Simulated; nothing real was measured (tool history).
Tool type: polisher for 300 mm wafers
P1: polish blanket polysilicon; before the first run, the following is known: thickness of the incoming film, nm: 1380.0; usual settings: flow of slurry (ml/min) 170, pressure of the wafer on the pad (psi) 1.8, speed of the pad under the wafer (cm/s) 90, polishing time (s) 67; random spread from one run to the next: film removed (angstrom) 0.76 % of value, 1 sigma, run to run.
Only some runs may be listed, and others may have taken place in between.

run   hour  flow of slurry (ml/min)  pressure of the wafer on the pad (psi)  speed of the pad under the wafer (cm/s)  polishing time (s)  wafers polished on this pad  hours since the slurry nozzle was cleaned  hours since the head pressure was calibrated  film removed (angstrom)
  1    9.6                      170                                     1.8                                       90                  67                          804                                      148.2                                         549.4                     2869
  2   23.5                      230                                     1.8                                      118                  67                          942                                      162.1                                         563.3                   3871.8
  3     33                      110                                     1.8                                       90                  67                         1036                                      171.6                                         572.8                   2656.6
        44  -- slurry nozzle cleaned
  4   44.5                      170                                     1.8                                       90                  67                         1150                                        0.6                                         584.3                   2852.8
  5   58.2                      170                                     1.8                                      122                  67                         1285                                       14.3                                           598                   3904.6
      64.4  -- worn pad replaced by a new one
  6   71.8                      170                                     1.8                                       90                  89                           73                                       27.9                                         611.6                   3836.3
        75  -- head pressure recalibrated
  7   79.8                      255                                     1.8                                       90                  67                          152                                       35.9                                           4.8                   3043.3
  8   94.5                      170                                     1.8                                       90                  67                          298                                       50.6                                          19.5                   2904.1
  9  104.3                      170                                     1.8                                       90                  67                          395                                       60.4                                          29.3                   2881.9
 10  114.5                      170                                     1.8                                       40                  67                          496                                       70.6                                          39.5                   1264.2
 11  128.3                      170                                     1.8                                       90                  30                          632                                       84.4                                          53.3                     1284
 12  136.9                      170                                     1.8                                       90                  67                          717                                         93                                          61.9                   2892.8
 13  151.4                      170                                     0.8                                       90                  67                          861                                      107.5                                          76.4                   1274.3
 14  161.8                      170                                     1.8                                       90                  67                          964                                      117.9                                          86.8                   2892.4
 15  169.9                      170                                     2.4                                       90                  67                         1044                                        126                                          94.9                   3801.8
 16  183.5                      170                                     1.8                                       90                  67                         1179                                      139.6                                         108.5                   2836.4
 17  193.4                      170                                     1.8                                       90                  67                         1277                                      149.5                                         118.4                   2719.8
 18  202.5                      170                                     1.8                                       90                  67                         1367                                      158.6                                         127.5                   2714.2
 19  213.3                      170                                     1.8                                       90                  67                         1474                                      169.4                                         138.3                   2683.2
     219.3  -- worn pad replaced by a new one
 20  221.9                      170                                     1.8                                       90                  67                           26                                        178                                         146.9                   2655.3
 21  230.3                      170                                     1.8                                       90                  67                          109                                      186.4                                         155.3                   2663.3

What will run 22 give?
 22  240.6                      170                                     1.8                                       90                  67                          211                                      196.7                                         165.6                        ?

{"run 22": {"film removed (angstrom)": 2629.1}}

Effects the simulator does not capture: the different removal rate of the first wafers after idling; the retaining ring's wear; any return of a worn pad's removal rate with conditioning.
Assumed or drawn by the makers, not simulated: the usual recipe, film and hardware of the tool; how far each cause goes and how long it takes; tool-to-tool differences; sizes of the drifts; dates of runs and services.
